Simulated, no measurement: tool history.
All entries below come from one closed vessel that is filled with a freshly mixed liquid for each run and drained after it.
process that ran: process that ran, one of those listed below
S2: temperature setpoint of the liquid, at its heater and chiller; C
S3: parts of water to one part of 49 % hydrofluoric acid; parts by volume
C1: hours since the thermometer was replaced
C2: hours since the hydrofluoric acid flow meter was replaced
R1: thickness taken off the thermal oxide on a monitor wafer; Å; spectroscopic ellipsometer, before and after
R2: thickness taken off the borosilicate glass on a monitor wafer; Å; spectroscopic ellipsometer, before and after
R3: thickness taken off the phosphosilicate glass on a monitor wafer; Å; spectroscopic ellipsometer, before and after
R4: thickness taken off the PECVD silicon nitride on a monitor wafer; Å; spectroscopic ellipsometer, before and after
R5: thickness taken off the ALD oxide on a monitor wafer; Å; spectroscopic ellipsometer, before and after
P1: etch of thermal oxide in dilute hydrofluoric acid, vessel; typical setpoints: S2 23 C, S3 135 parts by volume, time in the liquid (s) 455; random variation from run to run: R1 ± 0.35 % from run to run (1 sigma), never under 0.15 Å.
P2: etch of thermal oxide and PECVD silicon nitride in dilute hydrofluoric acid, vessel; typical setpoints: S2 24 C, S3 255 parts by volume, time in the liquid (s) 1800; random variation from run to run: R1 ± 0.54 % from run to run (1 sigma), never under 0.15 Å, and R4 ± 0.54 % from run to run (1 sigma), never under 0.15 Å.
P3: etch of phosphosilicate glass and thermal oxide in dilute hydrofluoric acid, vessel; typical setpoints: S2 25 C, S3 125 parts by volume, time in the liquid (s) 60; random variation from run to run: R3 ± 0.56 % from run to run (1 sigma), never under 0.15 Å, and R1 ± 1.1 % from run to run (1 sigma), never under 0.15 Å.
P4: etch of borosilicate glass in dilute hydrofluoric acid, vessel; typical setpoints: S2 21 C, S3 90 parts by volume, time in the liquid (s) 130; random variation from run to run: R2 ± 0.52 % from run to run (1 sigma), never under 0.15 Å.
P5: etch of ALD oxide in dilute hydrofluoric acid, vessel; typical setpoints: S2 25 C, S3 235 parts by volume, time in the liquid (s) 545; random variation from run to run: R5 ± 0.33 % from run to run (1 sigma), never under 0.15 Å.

Run 1, day 0.675: process that ran P1, S2 23 C, S3 135 parts by volume, time in the liquid (s) 455; C1 323.2; C2 184.9. Result: R1 156.3 Å.
Run 2, day 1.417: process that ran P1, S2 23 C, S3 135 parts by volume, time in the liquid (s) 125; C1 341; C2 202.7. Result: R1 42.524 Å.
Run 3, day 2.2: process that ran P4, S2 27.5 C, S3 90 parts by volume, time in the liquid (s) 130; C1 359.8; C2 221.5. Result: R2 403.13 Å.
Run 4, day 2.712: process that ran P3, S2 25 C, S3 125 parts by volume, time in the liquid (s) 115; C1 372.1; C2 233.8. Result: R1 44.239 Å, R3 737.94 Å.
Run 5, day 3.388: process that ran P2, S2 24 C, S3 465 parts by volume, time in the liquid (s) 1800; C1 388.3; C2 250. Result: R1 130.63 Å, R4 83.658 Å.
Run 6, day 4.092: process that ran P1, S2 23 C, S3 135 parts by volume, time in the liquid (s) 455; C1 405.2; C2 266.9. Result: R1 156.19 Å.
Run 7, day 4.5: process that ran P2, S2 24 C, S3 255 parts by volume, time in the liquid (s) 1800; C1 415; C2 276.7. Result: R1 291.02 Å, R4 152.07 Å.
Run 8, day 4.971: process that ran P5, S2 25 C, S3 235 parts by volume, time in the liquid (s) 245; C1 426.3; C2 288. Result: R5 100.81 Å.
Run 9, day 5.488: process that ran P5, S2 31.5 C, S3 235 parts by volume, time in the liquid (s) 545; C1 438.7; C2 300.4. Result: R5 280.06 Å.
Run 10, day 5.888: process that ran P1, S2 23 C, S3 30 parts by volume, time in the liquid (s) 455; C1 448.3; C2 310. Result: R1 792.16 Å.
Run 11, day 6.625: process that ran P4, S2 21 C, S3 90 parts by volume, time in the liquid (s) 30; C1 466; C2 327.7. Result: R2 71.814 Å.
Run 12, day 7.404: process that ran P1, S2 17.5 C, S3 135 parts by volume, time in the liquid (s) 80; C1 484.7; C2 346.4. Result: R1 22 Å.
Run 13, day 7.867: process that ran P4, S2 21 C, S3 155 parts by volume, time in the liquid (s) 130; C1 495.8; C2 357.5. Result: R2 168.05 Å.
Run 14, day 8.288: process that ran P3, S2 17 C, S3 125 parts by volume, time in the liquid (s) 60; C1 505.9; C2 367.6. Result: R1 16.846 Å, R3 283.39 Å.
Run 15, day 8.929: process that ran P5, S2 25 C, S3 235 parts by volume, time in the liquid (s) 545; C1 521.3; C2 383. Result: R5 224.56 Å.
Run 16, day 9.367: process that ran P1, S2 23 C, S3 235 parts by volume, time in the liquid (s) 455; C1 531.8; C2 393.5. Result: R1 80.275 Å.
Run 17, day 9.867: process that ran P2, S2 24 C, S3 255 parts by volume, time in the liquid (s) 1800; C1 543.8; C2 405.5. Result: R1 287.05 Å, R4 151.27 Å.
Run 18, day 10.358: process that ran P2, S2 24 C, S3 255 parts by volume, time in the liquid (s) 880; C1 555.6; C2 417.3. Result: R1 142.35 Å, R4 74.077 Å.
Run 19, day 10.783: process that ran P2, S2 29.5 C, S3 255 parts by volume, time in the liquid (s) 1800; C1 565.8; C2 427.5. Result: R1 351.91 Å, R4 211.91 Å.
Run 20, day 11.417: process that ran P1, S2 23 C, S3 135 parts by volume, time in the liquid (s) 455; C1 581; C2 442.7. Result: R1 156.29 Å.
Run 21, day 12.058: process that ran P1, S2 23 C, S3 135 parts by volume, time in the liquid (s) 455; C1 596.4; C2 458.1. Result: R1 155.67 Å.
Run 22, day 12.662: process that ran P5, S2 25 C, S3 235 parts by volume, time in the liquid (s) 545; C1 610.9; C2 472.6. Result: R5 224.68 Å.
Run 23, day 13.25: process that ran P3, S2 25 C, S3 125 parts by volume, time in the liquid (s) 60; C1 625; C2 486.7. Result: R1 23.217 Å, R3 384.93 Å.
Run 24, day 13.65: process that ran P3, S2 25 C, S3 125 parts by volume, time in the liquid (s) 60; C1 634.6; C2 496.3. Result: R1 23.096 Å, R3 381.95 Å.
Run 25, day 14.417: process that ran P1, S2 23 C, S3 135 parts by volume, time in the liquid (s) 455; C1 653; C2 514.7. Result: R1 155.82 Å.
Run 26, day 15.179: process that ran P4, S2 21 C, S3 90 parts by volume, time in the liquid (s) 130; C1 671.3; C2 533. Result: R2 312.13 Å.
Run 27, day 15.862: process that ran P1, S2 23 C, S3 135 parts by volume, time in the liquid (s) 840; C1 687.7; C2 549.4. Result: R1 289.74 Å.
Run 28, day 16.346: process that ran P5, S2 25 C, S3 85 parts by volume, time in the liquid (s) 545; C1 699.3; C2 561. Result: R5 739.67 Å.
Run 29, day 16.9: process that ran P1, S2 23 C, S3 135 parts by volume, time in the liquid (s) 455; C1 712.6; C2 574.3. Result: R1 156.21 Å.
Run 30, day 17.538: process that ran P3, S2 25 C, S3 65 parts by volume, time in the liquid (s) 60; C1 727.9; C2 589.6. Result: R1 49.046 Å, R3 802.02 Å.
Run 31, day 18.121: process that ran P1, S2 29.5 C, S3 135 parts by volume, time in the liquid (s) 455; C1 741.9; C2 603.6. Result: R1 198.22 Å.
Run 32, day 18.542: process that ran P1, S2 17.5 C, S3 135 parts by volume, time in the liquid (s) 455; C1 752; C2 613.7. Result: R1 124.7 Å.
Run 33, day 19.004: process that ran P1, S2 23 C, S3 135 parts by volume, time in the liquid (s) 455; C1 763.1; C2 624.8. Result: R1 156.26 Å.
Run 34, day 19.733: process that ran P1, S2 23 C, S3 135 parts by volume, time in the liquid (s) 455; C1 780.6; C2 642.3. Result: R1 153.53 Å.
Run 35, day 20.325: process that ran P1, S2 23 C, S3 135 parts by volume, time in the liquid (s) 455; C1 794.8; C2 656.5. Result: R1 151.29 Å.
Run 36, day 20.925: process that ran P1, S2 23 C, S3 135 parts by volume, time in the liquid (s) 455; C1 809.2; C2 670.9. Result: R1 150.68 Å.
Run 37, day 21.375: process that ran P1, S2 23 C, S3 135 parts by volume, time in the liquid (s) 455; C1 820; C2 681.7. Result: R1 148.73 Å.
Run 38, day 22.033: process that ran P1, S2 23 C, S3 135 parts by volume, time in the liquid (s) 455; C1 835.8; C2 697.5. Result: R1 148.15 Å.
Run 39, day 22.792: process that ran P1, S2 23 C, S3 135 parts by volume, time in the liquid (s) 455; C1 854; C2 715.7. Result: R1 147.67 Å.
Run 40, day 23.492: process that ran P1, S2 23 C, S3 135 parts by volume, time in the liquid (s) 455; C1 870.8; C2 732.5. Result: R1 148.12 Å.
Run 41, day 23.996: process that ran P1, S2 23 C, S3 135 parts by volume, time in the liquid (s) 455; C1 882.9; C2 744.6. Result: R1 147.95 Å.
Run 42, day 24.379: process that ran P1, S2 23 C, S3 135 parts by volume, time in the liquid (s) 455; C1 892.1; C2 753.8. Result: R1 148.02 Å.
Run 43, day 25.162: process that ran P1, S2 23 C, S3 135 parts by volume, time in the liquid (s) 455; C1 910.9; C2 772.6. Result: R1 147.54 Å.
Run 44, day 25.525: process that ran P1, S2 23 C, S3 135 parts by volume, time in the liquid (s) 455; C1 919.6; C2 781.3. Result: R1 148.3 Å.

The output of P1 has drifted from where it used to be. Each of the 2 causes below, taken at the size shown beside it, accounts for the log equally well:
A: hydrofluoric acid flow below the setpoint (%) = 4.63
B: liquid colder than its thermometer reads (K) = 1.4
The creep began at about day 19.004.

You are offered 4 check runs, listed below with question marks in place of their results; each one averages 2 wafers. Which run separates the listed causes by giving clearly different results for each?
Run check 1, day 25.888: process that ran P2, S2 24 C, S3 455 parts by volume, time in the liquid (s) 1800. Result: R1 ?, R4 ?.
Run check 2, day 25.888: process that ran P4, S2 26.5 C, S3 150 parts by volume, time in the liquid (s) 130. Result: R2 ?.
Run check 3, day 25.888: process that ran P3, S2 25 C, S3 90 parts by volume, time in the liquid (s) 80. Result: R1 ?, R3 ?.
Run check 4, day 25.888: process that ran P5, S2 31 C, S3 135 parts by volume, time in the liquid (s) 545. Result: R5 ?.

Predicted outcomes, by check and by cause:
  check  result    if A    if B
check 1      R1  125.53   128.2
check 1      R4  81.469  78.654
check 2      R2  203.38  204.11
check 3      R1  42.794  42.676
check 3      R3  706.43  704.49
check 4      R5  516.21  519.06
Distance between the nearest two causes, measured in the result of the check that separates them most: check 1 3.52 %; check 2 0.36 %; check 3 0.27 %; check 4 0.55 %
The other checks would show nearly matching results whichever cause is true, so check 1 is the only one that separates the causes.

Then check 1 was run and gave: R1 125.87 Å; R4 81.031 Å. Which cause is it?

The cause is A: hydrofluoric acid flow below the setpoint (%).
